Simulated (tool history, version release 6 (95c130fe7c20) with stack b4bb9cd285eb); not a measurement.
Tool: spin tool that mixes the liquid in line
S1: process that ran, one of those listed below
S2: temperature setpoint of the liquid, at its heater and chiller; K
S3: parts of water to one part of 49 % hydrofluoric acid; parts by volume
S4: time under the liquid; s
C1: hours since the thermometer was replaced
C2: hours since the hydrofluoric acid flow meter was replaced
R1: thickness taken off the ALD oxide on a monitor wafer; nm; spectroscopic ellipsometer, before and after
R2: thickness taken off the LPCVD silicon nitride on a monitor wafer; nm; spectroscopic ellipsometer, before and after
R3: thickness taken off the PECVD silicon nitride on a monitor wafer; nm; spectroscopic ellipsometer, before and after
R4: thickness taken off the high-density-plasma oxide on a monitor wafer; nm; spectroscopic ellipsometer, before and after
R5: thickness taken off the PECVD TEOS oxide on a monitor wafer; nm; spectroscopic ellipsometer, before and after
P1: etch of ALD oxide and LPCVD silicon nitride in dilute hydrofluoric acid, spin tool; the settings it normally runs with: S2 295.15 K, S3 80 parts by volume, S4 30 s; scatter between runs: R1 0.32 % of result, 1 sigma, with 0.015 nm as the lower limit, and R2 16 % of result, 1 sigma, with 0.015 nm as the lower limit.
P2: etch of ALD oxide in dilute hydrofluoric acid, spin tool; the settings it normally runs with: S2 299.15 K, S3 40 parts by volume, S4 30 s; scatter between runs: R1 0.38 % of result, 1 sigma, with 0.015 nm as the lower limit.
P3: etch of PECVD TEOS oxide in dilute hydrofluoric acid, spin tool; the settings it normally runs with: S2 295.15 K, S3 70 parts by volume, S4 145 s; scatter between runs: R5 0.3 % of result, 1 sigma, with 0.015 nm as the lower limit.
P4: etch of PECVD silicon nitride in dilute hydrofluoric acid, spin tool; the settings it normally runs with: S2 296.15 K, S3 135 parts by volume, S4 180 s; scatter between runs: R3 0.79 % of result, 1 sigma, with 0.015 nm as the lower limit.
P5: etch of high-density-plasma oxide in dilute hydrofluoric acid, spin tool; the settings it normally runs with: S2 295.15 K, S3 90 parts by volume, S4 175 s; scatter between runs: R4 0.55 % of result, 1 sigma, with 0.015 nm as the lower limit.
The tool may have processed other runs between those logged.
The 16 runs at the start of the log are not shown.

run 17 hour=168.4 | S1=P4 S2=296.15 S3=135 S4=180 | C1=2172.0 C2=581.3 | R3=3.53090
run 18 hour=177.1 | S1=P5 S2=295.15 S3=90 S4=175 | C1=2180.7 C2=590.0 | R4=12.6520
run 19 hour=187.1 | S1=P2 S2=299.15 S3=20 S4=30 | C1=2190.7 C2=600.0 | R1=31.5670
run 20 hour=201.9 | S1=P1 S2=295.15 S3=80 S4=30 | C1=2205.5 C2=614.8 | R1=9.5648 R2=0.125410
run 21 hour=209.9 | S1=P5 S2=295.15 S3=90 S4=175 | C1=2213.5 C2=622.8 | R4=12.5760
run 22 hour=221.1 | S1=P2 S2=299.15 S3=40 S4=30 | C1=2224.7 C2=634.0 | R1=15.3790
run 23 hour=229.1 | S1=P4 S2=296.15 S3=135 S4=180 | C1=2232.7 C2=642.0 | R3=3.44990
run 24 hour=242.0 | S1=P3 S2=290.15 S3=70 S4=145 | C1=2245.6 C2=654.9 | R5=21.942
run 25 hour=250.9 | S1=P2 S2=291.65 S3=40 S4=30 | C1=2254.5 C2=663.8 | R1=11.2190
run 26 hour=260.6 | S1=P2 S2=299.15 S3=40 S4=30 | C1=2264.2 C2=673.5 | R1=15.2610
run 27 hour=268.0 | S1=P1 S2=290.65 S3=80 S4=30 | C1=2271.6 C2=680.9 | R1=7.9398 R2=0.091418
run 28 hour=281.4 | S1=P1 S2=295.15 S3=80 S4=30 | C1=2285.0 C2=694.3 | R1=9.6112 R2=0.209040
run 29 hour=293.9 | S1=P1 S2=295.15 S3=80 S4=30 | C1=2297.5 C2=706.8 | R1=9.5479 R2=0.164750
run 30 hour=302.8 | S1=P1 S2=295.15 S3=40 S4=30 | C1=2306.4 C2=715.7 | R1=20.0060 R2=0.369760
run 31 hour=312.2 | S1=P5 S2=299.15 S3=90 S4=175 | C1=2315.8 C2=725.1 | R4=14.9220
run 32 hour=324.5 | S1=P1 S2=295.15 S3=80 S4=50 | C1=2328.1 C2=737.4 | R1=15.8870 R2=0.271150
run 33 hour=332.3 | S1=P1 S2=295.15 S3=145 S4=30 | C1=2335.9 C2=745.2 | R1=4.8944 R2=0.101830
run 34 hour=346.8 | S1=P1 S2=300.15 S3=80 S4=15 | C1=2350.4 C2=759.7 | R1=5.8577 R2=0.109860
run 35 hour=360.8 | S1=P1 S2=300.65 S3=80 S4=60 | C1=2364.4 C2=773.7 | R1=23.8100 R2=0.420610
run 36 hour=375.5 | S1=P1 S2=295.15 S3=80 S4=30 | C1=2379.1 C2=788.4 | R1=9.5777 R2=0.195930

What will run 37 give?
run 37 hour=388.0 | S1=P1 S2=295.15 S3=80 S4=30 | C1=2391.6 C2=800.9 | R1=? R2=?

{"run 37": {"R1": 9.8666, "R2": 0.12957}}
